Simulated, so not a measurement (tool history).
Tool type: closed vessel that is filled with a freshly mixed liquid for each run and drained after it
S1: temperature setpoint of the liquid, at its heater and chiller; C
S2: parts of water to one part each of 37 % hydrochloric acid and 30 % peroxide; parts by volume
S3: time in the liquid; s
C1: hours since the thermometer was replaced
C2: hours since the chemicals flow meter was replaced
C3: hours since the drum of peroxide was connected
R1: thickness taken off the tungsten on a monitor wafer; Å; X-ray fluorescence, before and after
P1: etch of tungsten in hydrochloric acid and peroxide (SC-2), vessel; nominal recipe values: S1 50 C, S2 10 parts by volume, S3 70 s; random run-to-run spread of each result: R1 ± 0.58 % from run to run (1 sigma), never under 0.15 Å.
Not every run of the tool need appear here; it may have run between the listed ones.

| run | hour | S1 | S2 | S3 | C1 | C2 | C3 | R1 |
|---|---|---|---|---|---|---|---|---|
| 1 | 14.2 | 50 | 10 | 70 | 1130.4 | 329.6 | 812.5 | 191.87 |
| 2 | 24.1 | 50 | 4 | 70 | 1140.3 | 339.5 | 822.4 | 386.35 |
| 3 | 34.1 | 50 | 10 | 70 | 1150.3 | 349.5 | 832.4 | 191.85 |
| 4 | 43.7 | 50 | 10 | 70 | 1159.9 | 359.1 | 842 | 193.17 |
| 5 | 51.5 | 50 | 10 | 70 | 1167.7 | 366.9 | 849.8 | 193.89 |
| 6 | 65.6 | 62 | 10 | 70 | 1181.8 | 381 | 863.9 | 414.51 |
| 7 | 73.9 | 50 | 10 | 30 | 1190.1 | 389.3 | 872.2 | 82.882 |
| 8 | 81.9 | 50 | 15 | 115 | 1198.1 | 397.3 | 880.2 | 222.54 |
| 9 | 89 | 50 | 15 | 70 | 1205.2 | 404.4 | 887.3 | 134.77 |
| 10 | 102.8 | 50 | 10 | 70 | 1219 | 418.2 | 901.1 | 193.41 |
| 11 | 112.1 | 50 | 16 | 45 | 1228.3 | 427.5 | 910.4 | 83.051 |
| 12 | 123.4 | 61 | 10 | 125 | 1239.6 | 438.8 | 921.7 | 695.86 |
|  | 129.5 | new drum of peroxide connected |
| 13 | 133.4 | 50 | 10 | 130 | 1249.6 | 448.8 | 4 | 357.06 |
| 14 | 142.3 | 50 | 10 | 70 | 1258.5 | 457.7 | 12.9 | 194.27 |
| 15 | 155.9 | 38.5 | 10 | 70 | 1272.1 | 471.3 | 26.5 | 87.263 |
| 16 | 169.6 | 50 | 10 | 70 | 1285.8 | 485 | 40.2 | 191.05 |
| 17 | 181.6 | 50 | 10 | 70 | 1297.8 | 497 | 52.2 | 198.77 |
| 18 | 195.7 | 50 | 10 | 70 | 1311.9 | 511.1 | 66.3 | 203.84 |
| 19 | 207.8 | 50 | 10 | 70 | 1324 | 523.2 | 78.4 | 207.15 |
| 20 | 217 | 50 | 10 | 70 | 1333.2 | 532.4 | 87.6 | 207.14 |
| 21 | 227.5 | 50 | 10 | 70 | 1343.7 | 542.9 | 98.1 | 209.67 |
| 22 | 234.7 | 50 | 10 | 70 | 1350.9 | 550.1 | 105.3 | 210.5 |
| 23 | 248.5 | 50 | 10 | 70 | 1364.7 | 563.9 | 119.1 | 208.8 |
| 24 | 260.3 | 50 | 10 | 70 | 1376.5 | 575.7 | 130.9 | 211.18 |
| 25 | 274.5 | 50 | 10 | 70 | 1390.7 | 589.9 | 145.1 | 206.89 |
| 26 | 285.2 | 50 | 10 | 70 | 1401.4 | 600.6 | 155.8 | 208.8 |

What P1 gives has crept off from where it sat before. The 2 causes that follow fit the log equally well, each at the size noted:
A: chemicals flow above the setpoint (%) = 11.2
B: liquid hotter than its thermometer reads (K) = 1.33
Creep in the process output first set in at about hour 169.6.
What rules out each remaining cause:
peroxide weaker than its label (%): cannot exceed 8; that much would move R1 by -7.4 %, which falls short of the creep or goes against it

Which of the 4 check runs listed below, each an average over 5 wafers with its results shown as question marks, gives clearly different results under the different listed causes?
| check 1 | 295.9 | 55.5 | 13.5 | 70 |  |  |  | ? |
| check 2 | 295.9 | 61 | 6.5 | 70 |  |  |  | ? |
| check 3 | 295.9 | 50 | 10 | 115 |  |  |  | ? |
| check 4 | 295.9 | 40 | 4.5 | 70 |  |  |  | ? |

Check results expected under each cause:
| check | result | if A | if B |
|---|---|---|---|
| check 1 | R1 | 234.49 | 232.99 |
| check 2 | R1 | 599 | 600.45 |
| check 3 | R1 | 345.51 | 345.74 |
| check 4 | R1 | 192.14 | 196.38 |
Gap, in per cent, between the two causes that each check separates least, read from the result that separates them most: check 1 0.64 %; check 2 0.24 %; check 3 0.07 %; check 4 2.18 %
Only check 4 tells the causes apart: in the others they would give nearly the same result.

Then check 4 was run and gave: R1 196.51 Å. Which cause is it?

Of the candidate causes, it is B: liquid hotter than its thermometer reads (K).
